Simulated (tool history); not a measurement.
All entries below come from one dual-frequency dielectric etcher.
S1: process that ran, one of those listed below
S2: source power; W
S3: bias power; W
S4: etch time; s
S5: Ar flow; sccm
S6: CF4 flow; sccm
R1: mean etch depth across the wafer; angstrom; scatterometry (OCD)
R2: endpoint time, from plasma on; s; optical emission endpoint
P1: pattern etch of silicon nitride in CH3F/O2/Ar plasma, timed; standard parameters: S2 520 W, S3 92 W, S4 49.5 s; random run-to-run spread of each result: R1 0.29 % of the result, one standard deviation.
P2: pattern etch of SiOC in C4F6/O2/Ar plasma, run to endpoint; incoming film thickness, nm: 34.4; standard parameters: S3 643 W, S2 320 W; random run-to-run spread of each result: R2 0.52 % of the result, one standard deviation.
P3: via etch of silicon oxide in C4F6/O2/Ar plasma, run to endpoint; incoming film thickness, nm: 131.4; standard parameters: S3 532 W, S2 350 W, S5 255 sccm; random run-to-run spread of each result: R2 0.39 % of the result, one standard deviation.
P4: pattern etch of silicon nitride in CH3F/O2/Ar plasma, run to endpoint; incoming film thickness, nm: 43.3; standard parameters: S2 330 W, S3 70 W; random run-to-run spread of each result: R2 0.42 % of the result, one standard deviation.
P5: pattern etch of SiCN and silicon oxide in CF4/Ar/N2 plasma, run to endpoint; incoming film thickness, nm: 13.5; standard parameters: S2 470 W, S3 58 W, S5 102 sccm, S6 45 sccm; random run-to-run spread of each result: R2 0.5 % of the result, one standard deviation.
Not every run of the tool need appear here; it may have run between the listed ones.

run,hour,S1,S2,S3,S4,S5,S6,R1,R2
1,16.0,P1,520,92,49.5,,,419.51,
2,30.4,P1,320,92,66.0,,,464.61,
3,43.6,P1,360,92,49.5,,,364.67,
4,59.9,P1,520,92,33.0,,,280.30,
5,67.9,P1,520,72,49.5,,,383.87,
6,79.9,P1,520,92,49.5,,,420.01,
7,95.2,P5,590,58,,102,45,,13.908
8,111.8,P3,470,532,,255,,,26.669
9,122.8,P1,520,113,49.5,,,450.16,
10,133.6,P3,350,532,,255,,,29.534
# hour 134.8: bias power generator calibrated
11,145.8,P1,520,92,49.5,,,420.28,
12,156.4,P5,470,41,,102,45,,18.884
13,172.0,P3,350,532,,357,,,30.702
14,180.0,P1,520,92,49.5,,,418.50,
15,196.6,P1,690,92,49.5,,,466.35,
16,209.6,P4,330,97,,,,,61.039
17,222.4,P5,470,58,,102,45,,17.106
18,231.9,P1,520,62,32.5,,,240.84,
19,247.6,P1,420,61,49.5,,,334.39,
20,257.4,P5,470,58,,62,45,,15.653
21,272.8,P4,460,70,,,,,60.091
22,289.9,P1,520,92,49.5,,,418.25,
23,300.4,P1,520,92,49.5,,,419.71,
24,313.9,P1,520,92,49.5,,,417.58,
25,323.8,P2,320,904,,,,,10.163
26,334.4,P2,190,643,,,,,14.149
27,351.0,P3,350,359,,255,,,34.153
28,365.5,P2,320,643,,,,,11.600
29,381.4,P4,330,70,,,,,68.481
30,389.1,P5,470,58,,102,32,,18.095
31,402.5,P1,520,92,62.0,,,525.49,
32,417.1,P1,520,92,49.5,,,417.75,
33,428.9,P1,520,92,49.5,,,416.05,
34,445.3,P1,520,92,49.5,,,414.97,
35,458.7,P1,520,92,49.5,,,414.90,
36,471.5,P1,520,92,49.5,,,414.73,
# hour 481.7: wet clean of the chamber
37,485.6,P1,520,92,49.5,,,412.69,
38,502.1,P1,520,92,49.5,,,413.35,
39,516.9,P1,520,92,49.5,,,411.72,
40,524.3,P1,520,92,49.5,,,412.20,
41,536.1,P1,520,92,49.5,,,412.83,
42,553.2,P1,520,92,49.5,,,413.14,
43,564.6,P1,520,92,49.5,,,410.76,

P1 no longer gives what it gave before; its output has crept away from where it was. The following 2 causes, each at its listed size, fit the log equally well:
A: bias power that arrives under what is set, % = 3.99
B: source power that arrives under what is set, % = 3.75
The onset of the drift is placed at about hour 417.1.
Other possible causes, and why each is ruled out:
chamber walls in a state that lowers the etch rate, %: its service at hour 481.7 followed the start of the drift and did not put the process back to its old value

Which of the check runs below tells the causes apart, meaning the causes would give it clearly different results? Each run uses 3 wafers whose results are averaged, and each result is shown as a question mark.
check 1,576.0,P4,450,81,,,,,?
check 2,576.0,P2,320,892,,,,,?
check 3,576.0,P3,450,441,,255,,,?
check 4,576.0,P5,570,58,,79,45,,?

Outcome of each check run for each possible cause:
check,result,if A,if B
check 1,R2,58.691,58.708
check 2,R2,10.419,10.391
check 3,R2,29.482,29.464
check 4,R2,13.886,14.176
Smallest distance between any two causes, each pair judged by its most separating result, in per cent: check 1 0.03 %; check 2 0.27 %; check 3 0.06 %; check 4 2.07 %
The other checks would show nearly matching results whichever cause is true, so check 4 is the only one that separates the causes.

With check 4 done, the readings were: R2 14.191 s. Identify which of the listed causes applies.

Of the candidate causes, it is B: source power that arrives under what is set, %.

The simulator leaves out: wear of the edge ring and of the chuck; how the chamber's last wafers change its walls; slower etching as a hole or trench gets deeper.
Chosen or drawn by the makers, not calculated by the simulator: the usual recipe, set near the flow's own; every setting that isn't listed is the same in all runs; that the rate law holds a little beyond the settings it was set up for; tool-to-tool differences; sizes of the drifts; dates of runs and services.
